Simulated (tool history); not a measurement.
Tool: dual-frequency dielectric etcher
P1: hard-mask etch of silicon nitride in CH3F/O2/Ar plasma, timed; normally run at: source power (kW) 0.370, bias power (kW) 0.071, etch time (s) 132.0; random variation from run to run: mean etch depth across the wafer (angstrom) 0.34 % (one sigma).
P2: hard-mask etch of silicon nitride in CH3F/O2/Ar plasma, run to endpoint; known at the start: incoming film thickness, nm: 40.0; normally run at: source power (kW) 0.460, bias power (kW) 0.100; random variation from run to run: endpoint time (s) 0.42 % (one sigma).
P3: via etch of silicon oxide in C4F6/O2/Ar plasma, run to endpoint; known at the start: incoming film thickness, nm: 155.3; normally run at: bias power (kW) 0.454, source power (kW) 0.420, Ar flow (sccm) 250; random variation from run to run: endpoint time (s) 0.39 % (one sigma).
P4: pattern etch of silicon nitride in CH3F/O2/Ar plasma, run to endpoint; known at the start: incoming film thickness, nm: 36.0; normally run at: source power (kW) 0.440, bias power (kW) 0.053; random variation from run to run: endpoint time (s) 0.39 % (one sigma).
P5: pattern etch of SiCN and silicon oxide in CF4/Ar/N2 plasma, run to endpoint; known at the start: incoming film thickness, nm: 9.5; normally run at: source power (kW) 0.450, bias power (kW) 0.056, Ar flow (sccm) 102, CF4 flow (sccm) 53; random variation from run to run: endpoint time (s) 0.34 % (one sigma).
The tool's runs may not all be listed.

| run | hour | process that ran | source power (kW) | bias power (kW) | etch time (s) | Ar flow (sccm) | CF4 flow (sccm) | hours since the last wet clean | hours since the last source power generator calibration | hours since the last bias power generator calibration | mean etch depth across the wafer (angstrom) | endpoint time (s) |
|---|---|---|---|---|---|---|---|---|---|---|---|---|
| 1 | 8.9 | P1 | 0.370 | 0.071 | 132.0 |  |  | 146.2 | 679.4 | 576.7 | 908.91 |  |
| 2 | 15.8 | P1 | 0.370 | 0.071 | 102.5 |  |  | 153.1 | 686.3 | 583.6 | 703.34 |  |
| 3 | 24.9 | P1 | 0.370 | 0.051 | 132.0 |  |  | 162.2 | 695.4 | 592.7 | 813.46 |  |
| 4 | 31.7 | P5 | 0.450 | 0.056 |  | 102 | 53 | 169.0 | 702.2 | 599.5 |  | 12.8590 |
| 5 | 38.1 | P1 | 0.370 | 0.071 | 132.0 |  |  | 175.4 | 708.6 | 605.9 | 905.42 |  |
| 6 | 42.7 | P3 | 0.270 | 0.454 |  | 250 |  | 180.0 | 713.2 | 610.5 |  | 40.3410 |
| 7 | 50.4 | P5 | 0.450 | 0.056 |  | 102 | 53 | 187.7 | 720.9 | 618.2 |  | 12.8570 |
| 8 | 57.0 | P1 | 0.300 | 0.071 | 132.0 |  |  | 194.3 | 727.5 | 624.8 | 835.67 |  |
| 9 | 63.0 | P3 | 0.420 | 0.563 |  | 250 |  | 200.3 | 733.5 | 630.8 |  | 31.4510 |
| 10 | 67.3 | P5 | 0.450 | 0.056 |  | 67 | 53 | 204.6 | 737.8 | 635.1 |  | 11.9460 |
| 11 | 71.8 | P1 | 0.370 | 0.095 | 132.0 |  |  | 209.1 | 742.3 | 639.6 | 1002.80 |  |
| 12 | 80.6 | P5 | 0.450 | 0.056 |  | 102 | 73 | 217.9 | 751.1 | 648.4 |  | 12.2760 |
| 13 | 89.0 | P1 | 0.370 | 0.071 | 132.0 |  |  | 226.3 | 759.5 | 656.8 | 901.13 |  |
| 14 | 98.5 | P2 | 0.460 | 0.100 |  |  |  | 235.8 | 769.0 | 666.3 |  | 47.5270 |
| 15 | 107.7 | P4 | 0.600 | 0.053 |  |  |  | 245.0 | 778.2 | 675.5 |  | 48.5070 |
| 16 | 115.4 | P4 | 0.440 | 0.033 |  |  |  | 252.7 | 785.9 | 683.2 |  | 62.8890 |
| 17 | 125.1 | P5 | 0.630 | 0.056 |  | 102 | 53 | 262.4 | 795.6 | 692.9 |  | 9.5413 |
| 18 | 134.8 | P1 | 0.370 | 0.071 | 132.0 |  |  | 272.1 | 805.3 | 702.6 | 902.52 |  |
| 19 | 140.1 | P2 | 0.460 | 0.139 |  |  |  | 277.4 | 810.6 | 707.9 |  | 41.7870 |
| 20 | 149.7 | P3 | 0.420 | 0.454 |  | 333 |  | 287.0 | 820.2 | 717.5 |  | 35.3680 |
| 21 | 154.6 | P1 | 0.470 | 0.071 | 132.0 |  |  | 291.9 | 825.1 | 722.4 | 991.45 |  |
| 22 | 159.8 | P2 | 0.660 | 0.100 |  |  |  | 297.1 | 830.3 | 727.6 |  | 41.5310 |
| 23 | 167.0 | P1 | 0.230 | 0.047 | 132.0 |  |  | 304.3 | 837.5 | 734.8 | 657.42 |  |
| 24 | 175.8 | P3 | 0.420 | 0.454 |  | 250 |  | 313.1 | 846.3 | 743.6 |  | 33.9970 |
| 25 | 181.7 | P4 | 0.440 | 0.053 |  |  |  | 319.0 | 852.2 | 749.5 |  | 54.9140 |
| 26 | 191.4 | P1 | 0.370 | 0.071 | 171.0 |  |  | 328.7 | 861.9 | 759.2 | 1164.80 |  |
| 27 | 198.7 | P1 | 0.370 | 0.071 | 132.0 |  |  | 336.0 | 869.2 | 766.5 | 906.14 |  |
| 28 | 206.2 | P5 | 0.450 | 0.045 |  | 102 | 53 | 343.5 | 876.7 | 774.0 |  | 13.8590 |
| 29 | 212.2 | P1 | 0.370 | 0.052 | 165.0 |  |  | 349.5 | 882.7 | 780.0 | 1020.10 |  |
| 30 | 219.3 | P1 | 0.370 | 0.071 | 132.0 |  |  | 356.6 | 889.8 | 787.1 | 903.88 |  |
| 31 | 227.6 | P1 | 0.370 | 0.071 | 132.0 |  |  | 364.9 | 898.1 | 795.4 | 913.35 |  |
| 32 | 236.2 | P1 | 0.370 | 0.071 | 132.0 |  |  | 373.5 | 906.7 | 804.0 | 916.20 |  |
| 33 | 240.7 | P1 | 0.370 | 0.071 | 132.0 |  |  | 378.0 | 911.2 | 808.5 | 918.70 |  |
| 34 | 246.5 | P1 | 0.370 | 0.071 | 132.0 |  |  | 383.8 | 917.0 | 814.3 | 916.97 |  |
|  | 253.1 | wet clean of the chamber |
| 35 | 255.6 | P1 | 0.370 | 0.071 | 132.0 |  |  | 2.6 | 926.1 | 823.4 | 922.13 |  |
| 36 | 262.0 | P1 | 0.370 | 0.071 | 132.0 |  |  | 9.0 | 932.5 | 829.8 | 921.85 |  |
| 37 | 270.7 | P1 | 0.370 | 0.071 | 132.0 |  |  | 17.7 | 941.2 | 838.5 | 919.34 |  |
| 38 | 276.3 | P1 | 0.370 | 0.071 | 132.0 |  |  | 23.3 | 946.8 | 844.1 | 914.64 |  |
| 39 | 281.0 | P1 | 0.370 | 0.071 | 132.0 |  |  | 28.0 | 951.5 | 848.8 | 923.95 |  |
| 40 | 289.0 | P1 | 0.370 | 0.071 | 132.0 |  |  | 36.0 | 959.5 | 856.8 | 916.77 |  |
| 41 | 294.3 | P1 | 0.370 | 0.071 | 132.0 |  |  | 41.3 | 964.8 | 862.1 | 922.34 |  |

What P1 gives has crept away from where it was. These 2 causes fit the log equally well, each at the size given:
A: bias power that arrives over what is set, % = 4.98
B: source power that arrives over what is set, % = 4.54
The creep began at about hour 219.3.
Why every other cause is out:
chamber walls in a state that raises the etch rate, %: serviced at hour 253.1, which brought nothing back

4 check runs are offered, each on 2 wafers whose results are averaged, their results left as question marks. Which one tells the causes apart?
| check 1 | 299.6 | P5 | 0.560 | 0.056 |  | 102 | 53 |  |  |  |  | ? |
| check 2 | 299.6 | P2 | 0.610 | 0.100 |  |  |  |  |  |  |  | ? |
| check 3 | 299.6 | P3 | 0.420 | 0.454 |  | 304 |  |  |  |  |  | ? |
| check 4 | 299.6 | P4 | 0.600 | 0.037 |  |  |  |  |  |  |  | ? |

What each check would give under each cause:
| check | result | if A | if B |
|---|---|---|---|
| check 1 | endpoint time (s) | 10.4530 | 10.2130 |
| check 2 | endpoint time (s) | 41.9050 | 41.9360 |
| check 3 | endpoint time (s) | 34.3490 | 34.3990 |
| check 4 | endpoint time (s) | 53.3960 | 53.1540 |
How far apart the two closest causes lie, in the result that separates them most: check 1 2.32 %; check 2 0.07 %; check 3 0.15 %; check 4 0.46 %
Only check 1 tells the causes apart: in the others they would give nearly the same result.

Then check 1 was run and gave: endpoint time (s) 10.4740. Which cause is it?

It is A: bias power that arrives over what is set, %.
